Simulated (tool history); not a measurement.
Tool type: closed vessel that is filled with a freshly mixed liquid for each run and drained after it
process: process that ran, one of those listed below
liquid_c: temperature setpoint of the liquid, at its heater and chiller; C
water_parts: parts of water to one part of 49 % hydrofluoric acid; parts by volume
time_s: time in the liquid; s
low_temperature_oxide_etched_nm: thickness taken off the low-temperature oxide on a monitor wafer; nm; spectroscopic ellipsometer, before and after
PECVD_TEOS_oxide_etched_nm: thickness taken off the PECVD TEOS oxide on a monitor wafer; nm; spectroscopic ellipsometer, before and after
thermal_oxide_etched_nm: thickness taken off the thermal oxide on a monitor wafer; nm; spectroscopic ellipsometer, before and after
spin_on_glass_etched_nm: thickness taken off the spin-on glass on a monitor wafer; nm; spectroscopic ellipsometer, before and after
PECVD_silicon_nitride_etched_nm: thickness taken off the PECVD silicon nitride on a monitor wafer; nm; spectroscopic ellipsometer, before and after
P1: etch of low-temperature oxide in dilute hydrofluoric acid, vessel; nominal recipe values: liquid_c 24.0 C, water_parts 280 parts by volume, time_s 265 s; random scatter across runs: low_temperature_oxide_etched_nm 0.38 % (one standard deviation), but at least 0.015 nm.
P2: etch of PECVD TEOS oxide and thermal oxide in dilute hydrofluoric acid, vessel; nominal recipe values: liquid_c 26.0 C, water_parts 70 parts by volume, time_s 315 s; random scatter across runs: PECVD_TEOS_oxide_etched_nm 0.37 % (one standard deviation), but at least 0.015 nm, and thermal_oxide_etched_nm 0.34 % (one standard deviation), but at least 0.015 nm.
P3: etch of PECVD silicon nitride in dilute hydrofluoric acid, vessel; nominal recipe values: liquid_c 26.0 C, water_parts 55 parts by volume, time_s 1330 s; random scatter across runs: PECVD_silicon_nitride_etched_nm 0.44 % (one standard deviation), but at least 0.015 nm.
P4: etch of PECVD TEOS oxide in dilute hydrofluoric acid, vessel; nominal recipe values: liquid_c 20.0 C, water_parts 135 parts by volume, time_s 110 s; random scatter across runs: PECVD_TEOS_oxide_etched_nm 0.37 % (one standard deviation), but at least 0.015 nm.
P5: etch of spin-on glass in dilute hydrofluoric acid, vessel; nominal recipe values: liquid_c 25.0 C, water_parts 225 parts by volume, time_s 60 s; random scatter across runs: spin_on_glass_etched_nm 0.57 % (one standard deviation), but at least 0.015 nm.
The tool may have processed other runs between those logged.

run,hour,process,liquid_c,water_parts,time_s,low_temperature_oxide_etched_nm,PECVD_TEOS_oxide_etched_nm,thermal_oxide_etched_nm,spin_on_glass_etched_nm,PECVD_silicon_nitride_etched_nm
1,10.6,P1,24.0,280,265,17.4670,,,,
2,16.7,P1,30.5,280,265,21.9370,,,,
3,24.5,P1,17.0,280,265,13.6710,,,,
4,36.2,P2,26.0,125,315,,27.1160,12.846,,
5,44.3,P5,20.0,225,60,,,,10.9870,
6,54.5,P1,17.0,280,65,3.3019,,,,
7,67.3,P1,24.0,280,265,17.5590,,,,
8,80.0,P3,26.0,55,1330,,,,,45.977
9,90.0,P1,24.0,280,265,17.4390,,,,
10,103.1,P3,26.0,55,2640,,,,,91.701
11,110.5,P2,34.0,70,315,,70.5410,33.445,,
12,119.1,P1,31.5,280,75,6.3867,,,,
13,130.2,P5,25.0,225,115,,,,25.3680,
14,137.5,P3,19.0,55,1330,,,,,28.612
# hour 141.3: thermometer replaced
15,148.4,P1,24.0,280,395,26.2880,,,,
16,157.4,P1,24.0,85,265,71.7560,,,,
17,168.4,P2,26.0,70,615,,101.2500,48.055,,
18,180.2,P4,27.5,135,110,,11.5870,,,
19,188.8,P1,19.0,175,265,25.6740,,,,
20,195.6,P1,24.0,280,30,1.9853,,,,
21,207.2,P5,25.0,225,60,,,,13.1820,
22,217.7,P3,26.0,25,1330,,,,,99.573
23,228.7,P4,20.0,205,110,,5.3592,,,
24,238.4,P4,20.0,135,55,,4.3279,,,
25,250.7,P2,26.0,70,315,,51.7160,24.646,,
26,257.8,P1,24.0,440,265,9.6369,,,,
27,268.4,P1,24.0,280,265,17.5960,,,,
28,279.1,P1,24.0,280,265,17.4350,,,,
29,287.5,P5,25.0,400,60,,,,6.2533,
30,294.3,P4,20.0,135,110,,8.7237,,,
31,303.7,P1,24.0,280,265,17.7160,,,,
32,316.6,P1,24.0,280,265,17.0960,,,,
33,328.6,P1,24.0,280,265,16.8700,,,,
34,335.4,P1,24.0,280,265,16.7730,,,,
35,343.5,P1,24.0,280,265,16.5810,,,,
36,350.9,P1,24.0,280,265,16.5780,,,,
37,363.5,P1,24.0,280,265,16.5940,,,,
38,375.8,P1,24.0,280,265,16.4420,,,,
39,388.7,P1,24.0,280,265,16.4070,,,,

What P1 gives has crept away from where it was. These 2 causes fit the log equally well, each at the size given:
A: liquid colder than its thermometer reads (K) = 1.86
B: hydrofluoric acid flow below the setpoint (%) = 5.02
The creep began at about hour 303.7.

4 check runs are offered, one wafer each, their results left as question marks. Which one tells the causes apart?
check 1,401.6,P5,25.0,360,60,,,,?,
check 2,401.6,P4,27.5,200,110,,?,,,
check 3,401.6,P3,21.5,55,1920,,,,,?
check 4,401.6,P2,31.5,125,315,,?,?,,

What every check run would give for each of its results, assuming each possible cause in turn:
check,result,if A,if B
check 1,spin_on_glass_etched_nm,6.7749,6.7281
check 2,PECVD_TEOS_oxide_etched_nm,6.7713,6.7923
check 3,PECVD_silicon_nitride_etched_nm,43.158,46.663
check 4,PECVD_TEOS_oxide_etched_nm,30.9360,31.1560
check 4,thermal_oxide_etched_nm,14.762,14.867
Smallest distance between any two causes, each pair judged by its most separating result, in per cent: check 1 0.69 %; check 2 0.31 %; check 3 7.81 %; check 4 0.71 %
Check 3 is the one run that separates the causes; every other check would come out nearly the same whichever cause is at work.

Check 3 was carried out, with these results: PECVD_silicon_nitride_etched_nm 46.646 nm. Which of the listed causes is responsible?

It was cause B: hydrofluoric acid flow below the setpoint (%).
